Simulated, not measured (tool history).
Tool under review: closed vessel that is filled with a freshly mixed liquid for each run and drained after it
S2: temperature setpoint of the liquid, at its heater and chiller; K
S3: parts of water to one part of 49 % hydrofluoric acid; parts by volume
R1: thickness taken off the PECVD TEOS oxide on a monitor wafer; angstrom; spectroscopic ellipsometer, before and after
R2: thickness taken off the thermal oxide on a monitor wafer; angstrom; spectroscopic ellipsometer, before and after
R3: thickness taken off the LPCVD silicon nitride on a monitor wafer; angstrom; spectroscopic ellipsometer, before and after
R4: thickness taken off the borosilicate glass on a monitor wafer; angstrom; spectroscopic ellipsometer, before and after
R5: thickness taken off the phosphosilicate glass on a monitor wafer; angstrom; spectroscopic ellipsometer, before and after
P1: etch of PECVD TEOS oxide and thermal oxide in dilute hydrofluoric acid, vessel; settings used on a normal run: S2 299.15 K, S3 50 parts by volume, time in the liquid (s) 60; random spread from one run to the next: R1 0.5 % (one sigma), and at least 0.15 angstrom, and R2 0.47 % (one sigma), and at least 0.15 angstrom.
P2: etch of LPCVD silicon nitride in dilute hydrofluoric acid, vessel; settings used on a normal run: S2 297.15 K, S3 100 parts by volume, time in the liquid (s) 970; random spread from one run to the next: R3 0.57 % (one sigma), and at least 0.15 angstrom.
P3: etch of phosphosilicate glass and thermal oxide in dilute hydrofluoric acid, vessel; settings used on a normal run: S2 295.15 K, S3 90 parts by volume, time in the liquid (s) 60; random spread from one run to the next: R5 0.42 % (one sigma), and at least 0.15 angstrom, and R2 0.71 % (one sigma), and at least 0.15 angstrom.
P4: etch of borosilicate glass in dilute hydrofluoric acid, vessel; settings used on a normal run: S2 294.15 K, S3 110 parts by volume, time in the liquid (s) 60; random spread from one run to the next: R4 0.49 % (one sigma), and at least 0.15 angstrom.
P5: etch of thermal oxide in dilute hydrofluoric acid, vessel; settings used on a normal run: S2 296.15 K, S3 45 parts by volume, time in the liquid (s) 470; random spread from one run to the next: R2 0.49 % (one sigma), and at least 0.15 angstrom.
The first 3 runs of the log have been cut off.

run 4 day=1.262 | process_that_ran=P1 S2=299.15 S3=50 time_in_the_liquid_(s)=60 | R1=218.04 R2=64.43
run 5 day=1.521 | process_that_ran=P2 S2=297.15 S3=100 time_in_the_liquid_(s)=185 | R3=7.7298
run 6 day=1.912 | process_that_ran=P4 S2=299.15 S3=110 time_in_the_liquid_(s)=60 | R4=173.85
run 7 day=2.296 | process_that_ran=P5 S2=296.15 S3=30 time_in_the_liquid_(s)=470 | R2=793.21
run 8 day=2.604 | process_that_ran=P2 S2=297.15 S3=185 time_in_the_liquid_(s)=970 | R3=21.558
run 9 day=2.821 | process_that_ran=P1 S2=299.15 S3=30 time_in_the_liquid_(s)=30 | R1=186.47 R2=55.226
run 10 day=3.021 | process_that_ran=P4 S2=294.15 S3=110 time_in_the_liquid_(s)=120 | R4=287.17
run 11 day=3.392 | process_that_ran=P1 S2=299.15 S3=50 time_in_the_liquid_(s)=110 | R1=399.35 R2=118.89
run 12 day=3.758 | process_that_ran=P5 S2=300.65 S3=45 time_in_the_liquid_(s)=470 | R2=626.26
run 13 day=4.025 | process_that_ran=P2 S2=297.15 S3=100 time_in_the_liquid_(s)=970 | R3=39.882
run 14 day=4.225 | process_that_ran=P3 S2=290.65 S3=90 time_in_the_liquid_(s)=60 | R2=24.455 R5=316.39
run 15 day=4.517 | process_that_ran=P4 S2=294.15 S3=110 time_in_the_liquid_(s)=60 | R4=143.31
run 16 day=4.929 | process_that_ran=P4 S2=294.15 S3=110 time_in_the_liquid_(s)=60 | R4=143.71
run 17 day=5.304 | process_that_ran=P2 S2=297.15 S3=100 time_in_the_liquid_(s)=970 | R3=39.822
run 18 day=5.65 | process_that_ran=P1 S2=293.65 S3=50 time_in_the_liquid_(s)=60 | R1=173.1 R2=51.228
run 19 day=5.942 | process_that_ran=P1 S2=299.15 S3=50 time_in_the_liquid_(s)=30 | R1=108.97 R2=32.561
run 20 day=6.242 | process_that_ran=P3 S2=295.15 S3=90 time_in_the_liquid_(s)=60 | R2=29.81 R5=383.75
run 21 day=6.646 | process_that_ran=P1 S2=299.15 S3=50 time_in_the_liquid_(s)=60 | R1=218.8 R2=64.394
run 22 day=6.946 | process_that_ran=P3 S2=295.15 S3=155 time_in_the_liquid_(s)=60 | R2=16.032 R5=206.91
run 23 day=7.2 | process_that_ran=P1 S2=299.15 S3=50 time_in_the_liquid_(s)=60 | R1=217.74 R2=64.698
run 24 day=7.588 | process_that_ran=P1 S2=305.65 S3=50 time_in_the_liquid_(s)=60 | R1=282.38 R2=83.14

Expected results for the next run?
run 25 day=7.8 | process_that_ran=P5 S2=296.15 S3=45 time_in_the_liquid_(s)=470 | R2=?

R2: 521.42 angstrom
